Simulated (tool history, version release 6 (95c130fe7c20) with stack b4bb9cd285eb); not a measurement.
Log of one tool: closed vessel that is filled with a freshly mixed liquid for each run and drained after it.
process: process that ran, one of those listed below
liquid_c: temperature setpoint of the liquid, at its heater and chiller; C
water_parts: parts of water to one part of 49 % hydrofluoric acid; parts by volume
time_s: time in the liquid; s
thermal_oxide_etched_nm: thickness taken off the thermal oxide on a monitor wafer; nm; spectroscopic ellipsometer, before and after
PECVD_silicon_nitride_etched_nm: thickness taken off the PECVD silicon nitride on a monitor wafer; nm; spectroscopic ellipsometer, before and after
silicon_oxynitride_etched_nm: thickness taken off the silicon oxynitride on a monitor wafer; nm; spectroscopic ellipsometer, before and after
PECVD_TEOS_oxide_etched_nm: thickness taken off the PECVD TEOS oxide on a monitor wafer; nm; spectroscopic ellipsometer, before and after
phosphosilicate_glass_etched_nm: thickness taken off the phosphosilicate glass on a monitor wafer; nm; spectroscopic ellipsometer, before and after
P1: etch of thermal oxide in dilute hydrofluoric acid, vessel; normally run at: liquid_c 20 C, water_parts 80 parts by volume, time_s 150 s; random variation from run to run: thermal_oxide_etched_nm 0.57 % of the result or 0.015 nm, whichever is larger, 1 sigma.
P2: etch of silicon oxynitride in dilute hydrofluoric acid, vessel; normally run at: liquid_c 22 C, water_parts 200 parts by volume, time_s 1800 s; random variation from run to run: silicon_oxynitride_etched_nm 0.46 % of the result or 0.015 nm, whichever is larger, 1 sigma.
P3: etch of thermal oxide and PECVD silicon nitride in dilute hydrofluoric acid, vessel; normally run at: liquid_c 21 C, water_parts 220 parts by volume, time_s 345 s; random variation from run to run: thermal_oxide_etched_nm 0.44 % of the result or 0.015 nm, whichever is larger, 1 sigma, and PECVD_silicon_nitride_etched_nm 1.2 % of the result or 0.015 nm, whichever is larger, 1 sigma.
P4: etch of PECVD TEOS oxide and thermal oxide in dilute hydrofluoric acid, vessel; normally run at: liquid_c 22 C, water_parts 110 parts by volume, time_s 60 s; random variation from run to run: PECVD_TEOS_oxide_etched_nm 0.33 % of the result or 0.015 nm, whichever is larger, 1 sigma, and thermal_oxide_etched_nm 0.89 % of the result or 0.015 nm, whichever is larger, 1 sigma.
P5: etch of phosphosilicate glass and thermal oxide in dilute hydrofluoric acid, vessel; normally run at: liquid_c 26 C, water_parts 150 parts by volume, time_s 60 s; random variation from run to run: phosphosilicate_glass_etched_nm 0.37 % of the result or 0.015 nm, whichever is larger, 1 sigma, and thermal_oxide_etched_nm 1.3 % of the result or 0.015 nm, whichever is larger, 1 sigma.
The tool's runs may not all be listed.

run,hour,process,liquid_c,water_parts,time_s,hours since the thermometer was replaced,hours since the hydrofluoric acid flow meter was replaced,thermal_oxide_etched_nm,PECVD_silicon_nitride_etched_nm,silicon_oxynitride_etched_nm,PECVD_TEOS_oxide_etched_nm,phosphosilicate_glass_etched_nm
1,10.4,P1,20,80,150,919.1,651.8,7.7095,,,,
2,24,P1,27,130,150,932.7,665.4,5.9136,,,,
3,37.1,P3,21,395,345,945.8,678.5,2.6324,1.24,,,
4,50.2,P1,20,80,150,958.9,691.6,7.7346,,,,
5,62.1,P1,20,80,70,970.8,703.5,3.6215,,,,
6,74.2,P3,28.5,220,345,982.9,715.6,7.1701,3.608,,,
7,82.3,P1,17,80,150,991,723.7,6.8229,,,,
8,89.4,P2,22,200,1800,998.1,730.8,,,30.788,,
9,95.8,P4,28.5,110,60,1004.5,737.2,3.0327,,,13.363,
10,109.2,P5,26,150,105,1017.9,750.6,3.3761,,,,47.3
11,117.1,P3,21,220,30,1025.8,758.5,0.49084,0.17507,,,
12,127.2,P1,20,20,150,1035.9,768.6,33.464,,,,
13,139.2,P4,22,110,30,1047.9,780.6,1.1713,,,5.2354,
14,147,P1,20,80,150,1055.7,788.4,7.789,,,,
15,160.4,P1,26,80,150,1069.1,801.8,9.812,,,,
16,168.3,P5,30,150,60,1077,809.7,2.1996,,,,31.358
17,174.6,P1,17,125,150,1083.3,816,4.1719,,,,
18,185.7,P1,20,80,300,1094.4,827.1,15.512,,,,
19,198.5,P1,20,80,150,1107.2,839.9,7.7882,,,,
20,210.4,P4,22,110,60,1119.1,851.8,2.3985,,,10.462,
21,223,P2,22,200,70,1131.7,864.4,,,1.2268,,
22,234.9,P3,21,220,345,1143.6,876.3,5.4879,2.2206,,,
23,242.7,P1,20,120,150,1151.4,884.1,4.9759,,,,
24,255.8,P4,22,45,60,1164.5,897.2,6.3249,,,27.526,
25,262.2,P2,17.5,200,1800,1170.9,903.6,,,25.139,,
26,274.2,P1,20,80,150,1182.9,915.6,7.7549,,,,
27,285.1,P4,22,110,60,1193.8,926.5,2.3818,,,10.411,
28,293.3,P5,26,75,60,1202,934.7,4.1865,,,,59.826
29,306.3,P1,20,80,150,1215,947.7,7.7032,,,,
30,313,P3,21,220,345,1221.7,954.4,5.486,2.1928,,,
31,321.6,P2,22,200,1800,1230.3,963,,,30.689,,
32,331.6,P2,22,325,1800,1240.3,973,,,17.486,,
33,340.3,P5,26,150,60,1249,981.7,1.8868,,,,27.089
34,351.6,P1,20,80,150,1260.3,993,7.7608,,,,
35,361.9,P1,20,80,150,1270.6,1003.3,7.9809,,,,
36,369.8,P1,20,80,150,1278.5,1011.2,8.0936,,,,
37,379.6,P1,20,80,150,1288.3,1021,8.1696,,,,
38,392.6,P1,20,80,150,1301.3,1034,8.2213,,,,
39,405.3,P1,20,80,150,1314,1046.7,8.1652,,,,
40,412.3,P1,20,80,150,1321,1053.7,8.3227,,,,
41,421.1,P1,20,80,150,1329.8,1062.5,8.271,,,,
42,431.4,P1,20,80,150,1340.1,1072.8,8.32,,,,

What P1 gives has crept away from where it was. These 2 causes fit the log equally well, each at the size given:
A: hydrofluoric acid flow above the setpoint (%) = 6.16
B: liquid hotter than its thermometer reads (K) = 1.58
The creep began at about hour 351.6.

4 check runs are offered, each on 5 wafers whose results are averaged, their results left as question marks. Which one tells the causes apart?
check 1,441.7,P2,22,200,145,,,,,?,,
check 2,441.7,P4,22,50,60,,,?,,,?,
check 3,441.7,P3,24.5,220,345,,,?,?,,,
check 4,441.7,P5,26,80,60,,,?,,,,?

What each check would give under each cause:
check,result,if A,if B
check 1,silicon_oxynitride_etched_nm,2.6583,2.6672
check 2,thermal_oxide_etched_nm,6.0155,6.0289
check 2,PECVD_TEOS_oxide_etched_nm,26.366,26.425
check 3,thermal_oxide_etched_nm,6.7583,6.6466
check 3,PECVD_silicon_nitride_etched_nm,2.973,3.09
check 4,thermal_oxide_etched_nm,4.1547,4.1384
check 4,phosphosilicate_glass_etched_nm,59.325,59.092
How far apart the two closest causes lie, in the result that separates them most: check 1 0.34 %; check 2 0.22 %; check 3 3.86 %; check 4 0.39 %
Check 3 tells the causes apart: in the others they would give nearly the same result.

Then check 3 was run and gave: thermal_oxide_etched_nm 6.7409 nm; PECVD_silicon_nitride_etched_nm 2.9689 nm. Which cause is it?

It is A: hydrofluoric acid flow above the setpoint (%).

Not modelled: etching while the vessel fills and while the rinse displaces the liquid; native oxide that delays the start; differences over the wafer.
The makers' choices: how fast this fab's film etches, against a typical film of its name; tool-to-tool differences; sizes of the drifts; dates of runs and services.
